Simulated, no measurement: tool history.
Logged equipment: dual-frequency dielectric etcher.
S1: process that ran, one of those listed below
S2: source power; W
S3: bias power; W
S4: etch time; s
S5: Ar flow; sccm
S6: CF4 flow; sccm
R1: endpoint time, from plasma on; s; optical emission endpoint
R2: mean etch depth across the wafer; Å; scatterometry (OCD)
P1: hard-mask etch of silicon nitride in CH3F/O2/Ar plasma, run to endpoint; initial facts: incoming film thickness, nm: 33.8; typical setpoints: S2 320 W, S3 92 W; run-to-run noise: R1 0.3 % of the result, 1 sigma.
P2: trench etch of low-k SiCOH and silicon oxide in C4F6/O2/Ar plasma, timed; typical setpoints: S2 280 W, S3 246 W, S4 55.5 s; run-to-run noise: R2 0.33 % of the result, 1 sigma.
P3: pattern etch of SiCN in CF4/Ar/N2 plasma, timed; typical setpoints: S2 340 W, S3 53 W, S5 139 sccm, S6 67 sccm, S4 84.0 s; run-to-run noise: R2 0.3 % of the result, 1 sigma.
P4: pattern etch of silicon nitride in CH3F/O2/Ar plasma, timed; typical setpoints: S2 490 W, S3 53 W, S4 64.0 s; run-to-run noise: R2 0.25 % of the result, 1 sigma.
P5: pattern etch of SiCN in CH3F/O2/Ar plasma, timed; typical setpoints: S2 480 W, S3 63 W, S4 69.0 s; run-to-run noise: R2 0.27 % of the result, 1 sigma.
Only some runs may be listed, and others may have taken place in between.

run   hour  S1   S2   S3     S4   S5  S6      R1       R2
  1    8.5  P1  320   92                  49.190
  2   13.8  P4  490   53   64.0                    457.53
  3   21.7  P5  480   63  101.5                    392.02
  4   31.7  P2  280  175   55.5                   1566.90
  5   36.3  P1  320   92                  49.251
  6   41.7  P3  340   53   84.0  139  51           453.71
  7   47.7  P2  200  246   55.5                   1555.00
  8   57.1  P5  480   78   69.0                    287.75
  9   63.9  P5  300   63   69.0                    223.52
 10   71.9  P4  490   53   40.0                    284.38
 11   79.2  P3  340   53   84.0  139  67           475.53
 12   85.1  P5  480   63   69.0                    266.49
 13   95.2  P1  320   92                  49.106
 14  103.2  P3  460   53   84.0  139  67           622.67
 15  108.3  P2  280  246   55.5                   1760.20
 16  116.1  P2  280  246   76.0                   2411.20
 17  121.0  P1  250   92                  54.104
 18  130.2  P5  480   63   69.0                    267.16
 19  135.4  P3  340   34   84.0  139  67           411.07
 20  143.5  P1  320  112                  46.011
 21  150.2  P1  320   56                  58.550
 22  155.6  P3  340   53   84.0  196  67           446.14
     157.6  -- wet clean of the chamber
 23  163.7  P1  320   92                  49.166
 24  168.0  P1  390  113                  42.172
 25  174.7  P4  660   53   64.0                    511.92
 26  181.2  P1  430   92                  44.169
 27  188.6  P2  280  246   55.5                   1762.10
 28  198.4  P4  490   72   64.0                    502.83
 29  205.7  P3  340   53  102.5  139  67           578.50
 30  211.9  P1  320   92                  49.212
 31  221.4  P1  320   92                  49.508
 32  226.2  P1  320   92                  49.765
 33  236.2  P1  320   92                  49.777
 34  243.4  P1  320   92                  49.781
 35  250.7  P1  320   92                  50.070
 36  260.6  P1  320   92                  49.672

What does the tool deliver on the next run?
     268.1  -- wet clean of the chamber
 37  269.0  P1  320  92               ?

{"run 37": {"R1": 50.013}}

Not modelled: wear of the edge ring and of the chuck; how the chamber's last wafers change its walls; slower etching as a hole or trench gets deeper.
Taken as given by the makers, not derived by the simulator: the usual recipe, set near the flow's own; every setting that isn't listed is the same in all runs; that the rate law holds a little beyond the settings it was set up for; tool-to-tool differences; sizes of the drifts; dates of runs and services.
